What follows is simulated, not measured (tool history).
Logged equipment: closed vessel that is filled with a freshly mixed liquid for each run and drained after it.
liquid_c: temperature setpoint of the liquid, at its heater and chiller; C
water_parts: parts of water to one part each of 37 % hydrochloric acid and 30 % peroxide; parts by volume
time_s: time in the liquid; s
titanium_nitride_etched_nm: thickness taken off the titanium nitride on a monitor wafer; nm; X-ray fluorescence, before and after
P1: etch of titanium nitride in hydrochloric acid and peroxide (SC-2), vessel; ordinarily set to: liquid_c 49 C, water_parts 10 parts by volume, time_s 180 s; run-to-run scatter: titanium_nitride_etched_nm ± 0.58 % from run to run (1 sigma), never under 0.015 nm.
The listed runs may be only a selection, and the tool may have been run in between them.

run 1 day=0.429 | liquid_c=49 water_parts=10 time_s=180 | titanium_nitride_etched_nm=4.0606
run 2 day=0.892 | liquid_c=65 water_parts=10 time_s=180 | titanium_nitride_etched_nm=11.279
run 3 day=1.296 | liquid_c=49 water_parts=10 time_s=180 | titanium_nitride_etched_nm=4.0654
run 4 day=1.617 | liquid_c=49 water_parts=15.5 time_s=180 | titanium_nitride_etched_nm=2.7482
run 5 day=2.179 | liquid_c=49 water_parts=10 time_s=180 | titanium_nitride_etched_nm=4.0502
-- day=2.583 chemicals flow meter replaced
run 6 day=2.583 | liquid_c=38.5 water_parts=10 time_s=310 | titanium_nitride_etched_nm=3.3903
run 7 day=3.079 | liquid_c=37.5 water_parts=10 time_s=180 | titanium_nitride_etched_nm=1.8491
run 8 day=3.612 | liquid_c=49 water_parts=4 time_s=180 | titanium_nitride_etched_nm=8.1351
run 9 day=4.029 | liquid_c=49 water_parts=10 time_s=180 | titanium_nitride_etched_nm=4.0775
run 10 day=4.479 | liquid_c=49 water_parts=10 time_s=180 | titanium_nitride_etched_nm=4.0467
run 11 day=4.862 | liquid_c=63 water_parts=6 time_s=180 | titanium_nitride_etched_nm=15.087
-- day=5.171 thermometer replaced
run 12 day=5.321 | liquid_c=49 water_parts=10 time_s=180 | titanium_nitride_etched_nm=4.0812
run 13 day=5.592 | liquid_c=49 water_parts=10 time_s=50 | titanium_nitride_etched_nm=1.1283
run 14 day=5.946 | liquid_c=49 water_parts=10 time_s=305 | titanium_nitride_etched_nm=6.9525
run 15 day=6.346 | liquid_c=49 water_parts=10 time_s=180 | titanium_nitride_etched_nm=4.0641
run 16 day=6.829 | liquid_c=49 water_parts=10 time_s=180 | titanium_nitride_etched_nm=3.904
run 17 day=7.188 | liquid_c=49 water_parts=10 time_s=180 | titanium_nitride_etched_nm=3.8722
run 18 day=7.529 | liquid_c=49 water_parts=10 time_s=180 | titanium_nitride_etched_nm=3.8046
run 19 day=7.933 | liquid_c=49 water_parts=10 time_s=180 | titanium_nitride_etched_nm=3.7803
run 20 day=8.208 | liquid_c=49 water_parts=10 time_s=180 | titanium_nitride_etched_nm=3.7111
-- day=8.433 new drum of peroxide connected
run 21 day=8.533 | liquid_c=49 water_parts=10 time_s=180 | titanium_nitride_etched_nm=3.7401
run 22 day=8.833 | liquid_c=49 water_parts=10 time_s=180 | titanium_nitride_etched_nm=3.7043
run 23 day=9.204 | liquid_c=49 water_parts=10 time_s=180 | titanium_nitride_etched_nm=3.6902
run 24 day=9.754 | liquid_c=49 water_parts=10 time_s=180 | titanium_nitride_etched_nm=3.7184

What will run 25 give?
run 25 day=10.317 | liquid_c=49 water_parts=10 time_s=180 | titanium_nitride_etched_nm=?

Logged for run 25: titanium_nitride_etched_nm 3.6968 nm.
